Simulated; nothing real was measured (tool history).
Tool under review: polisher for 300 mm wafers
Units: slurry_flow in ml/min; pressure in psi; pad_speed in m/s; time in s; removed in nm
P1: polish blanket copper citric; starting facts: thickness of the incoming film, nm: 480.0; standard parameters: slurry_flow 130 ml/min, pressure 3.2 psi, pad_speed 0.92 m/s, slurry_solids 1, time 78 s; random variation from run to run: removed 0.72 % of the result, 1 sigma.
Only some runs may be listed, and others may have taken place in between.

run    day  slurry_flow  pressure  pad_speed  slurry_solids  time  wafers polished on this pad  hours since the slurry nozzle was cleaned  hours since the head pressure was calibrated  hours since the slurry blender was calibrated  removed
  1  0.212          130       3.2       0.92              1    78                          614                                      271.3                                         649.8                                           98.9   160.46
  2  0.421          130       3.2       0.92              1    78                          677                                      276.3                                         654.8                                          103.9   164.01
  3  0.788          175       2.4       0.92              1    78                          789                                      285.1                                         663.6                                          112.7   127.95
  4  0.996          130       3.2       0.92              1    78                          853                                      290.1                                         668.6                                          117.7   163.73
  5  1.408          130       3.2       0.92            0.8    78                          979                                        300                                         678.5                                          127.6   154.38
  6  1.775          130       3.2       1.38              1    78                         1091                                      308.8                                         687.3                                          136.4   238.27
     2.012  -- slurry blender recalibrated
  7  2.017          130       4.9       0.92              1    78                         1165                                      314.6                                         693.1                                            0.1   246.67
  8  2.433          130       3.2       0.92              1    35                         1292                                      324.6                                         703.1                                           10.1   72.298
  9  2.629          130       3.2       0.92            1.4    78                         1352                                      329.3                                         707.8                                           14.8   172.84
 10  2.838          130       3.2       0.92              1    78                         1416                                      334.3                                         712.8                                           19.8    164.5
 11  3.246          130       3.2        0.5              1    78                         1540                                      344.1                                         722.6                                           29.6    89.47
 12  3.446           90       3.2       0.92              1    78                         1601                                      348.9                                         727.4                                           34.4   148.23
 13  3.712          130       2.1       0.92              1    78                         1683                                      355.3                                         733.8                                           40.8   108.58
 14  3.971          130       3.2       0.92              1    78                         1762                                      361.5                                           740                                             47   162.65
 15  4.267          130       3.2       0.92              1   119                         1852                                      368.6                                         747.1                                           54.1   248.98
 16  4.625          195       3.2       0.92              1    78                         1962                                      377.2                                         755.7                                           62.7   173.76
 17  4.871          130       3.2       0.92              1    78                         2037                                      383.1                                         761.6                                           68.6   160.52
 18  5.054          130       3.2       0.92              1    78                         2093                                      387.5                                           766                                             73   163.04

Run 19 comes next. What will it give?
 19  5.375          130       3.2       0.92              1    78                         2191                                      395.2                                         773.7                                           80.7        ?

{"run 19": {"removed": 154.96}}

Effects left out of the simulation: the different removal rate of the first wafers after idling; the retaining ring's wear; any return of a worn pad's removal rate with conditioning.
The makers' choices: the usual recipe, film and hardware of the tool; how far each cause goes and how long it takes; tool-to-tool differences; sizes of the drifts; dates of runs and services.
